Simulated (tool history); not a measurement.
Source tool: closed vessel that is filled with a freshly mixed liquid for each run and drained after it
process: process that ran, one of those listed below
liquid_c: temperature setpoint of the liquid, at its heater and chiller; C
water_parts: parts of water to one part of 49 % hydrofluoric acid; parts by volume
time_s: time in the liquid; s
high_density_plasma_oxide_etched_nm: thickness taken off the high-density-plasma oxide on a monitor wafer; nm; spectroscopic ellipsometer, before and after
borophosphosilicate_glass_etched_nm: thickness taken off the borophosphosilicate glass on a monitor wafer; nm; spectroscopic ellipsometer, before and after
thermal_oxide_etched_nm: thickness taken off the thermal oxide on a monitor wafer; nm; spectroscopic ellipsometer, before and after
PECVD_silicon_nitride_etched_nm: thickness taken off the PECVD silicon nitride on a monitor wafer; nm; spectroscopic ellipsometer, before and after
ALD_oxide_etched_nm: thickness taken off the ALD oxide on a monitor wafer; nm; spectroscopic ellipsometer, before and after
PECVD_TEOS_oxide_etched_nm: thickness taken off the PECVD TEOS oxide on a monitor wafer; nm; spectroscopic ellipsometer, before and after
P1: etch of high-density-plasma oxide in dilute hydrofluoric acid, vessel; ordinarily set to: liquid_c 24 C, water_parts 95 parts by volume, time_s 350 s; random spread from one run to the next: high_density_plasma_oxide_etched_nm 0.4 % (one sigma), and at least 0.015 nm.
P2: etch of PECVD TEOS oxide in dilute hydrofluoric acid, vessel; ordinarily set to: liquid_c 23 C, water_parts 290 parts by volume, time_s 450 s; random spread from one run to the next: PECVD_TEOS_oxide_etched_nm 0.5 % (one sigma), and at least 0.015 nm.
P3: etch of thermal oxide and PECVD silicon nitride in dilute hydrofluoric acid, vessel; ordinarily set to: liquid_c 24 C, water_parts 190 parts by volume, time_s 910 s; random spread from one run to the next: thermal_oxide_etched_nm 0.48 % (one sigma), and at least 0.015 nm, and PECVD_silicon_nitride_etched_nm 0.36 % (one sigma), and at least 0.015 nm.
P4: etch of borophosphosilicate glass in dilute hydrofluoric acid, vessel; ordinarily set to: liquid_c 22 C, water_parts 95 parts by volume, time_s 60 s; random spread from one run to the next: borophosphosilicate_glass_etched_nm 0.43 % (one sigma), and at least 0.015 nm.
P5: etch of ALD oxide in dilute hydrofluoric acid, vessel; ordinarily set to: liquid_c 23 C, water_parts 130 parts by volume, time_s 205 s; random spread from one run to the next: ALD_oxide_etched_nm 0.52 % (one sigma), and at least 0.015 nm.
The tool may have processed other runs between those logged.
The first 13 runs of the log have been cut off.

run	hour	process	liquid_c	water_parts	time_s	hours since the thermometer was replaced	hours since the hydrofluoric acid flow meter was replaced	high_density_plasma_oxide_etched_nm	borophosphosilicate_glass_etched_nm	thermal_oxide_etched_nm	PECVD_silicon_nitride_etched_nm	ALD_oxide_etched_nm	PECVD_TEOS_oxide_etched_nm
14	64.7	P1	24	95	350	319.6	988.8	18.896					
15	68.4	P5	23	130	370	323.3	992.5					84.176	
16	74.4	P3	17	190	910	329.3	998.5			16.11	13.492		
17	80.1	P5	23	235	205	335	1004.2					23.005	
18	84.1	P3	24	270	910	339	1008.2			13.705	15.127		
19	86.9	P2	23	290	450	341.8	1011						32.983
20	92.8	P1	24	95	350	347.7	1016.9	19.068					
21	99.1	P4	22	175	60	354	1023.2		14.211				

Expected results for the next run?
22	104.7	P1	24	160	350	359.6	1028.8	?					

For run 22 the tool returned high_density_plasma_oxide_etched_nm 10.461 nm.
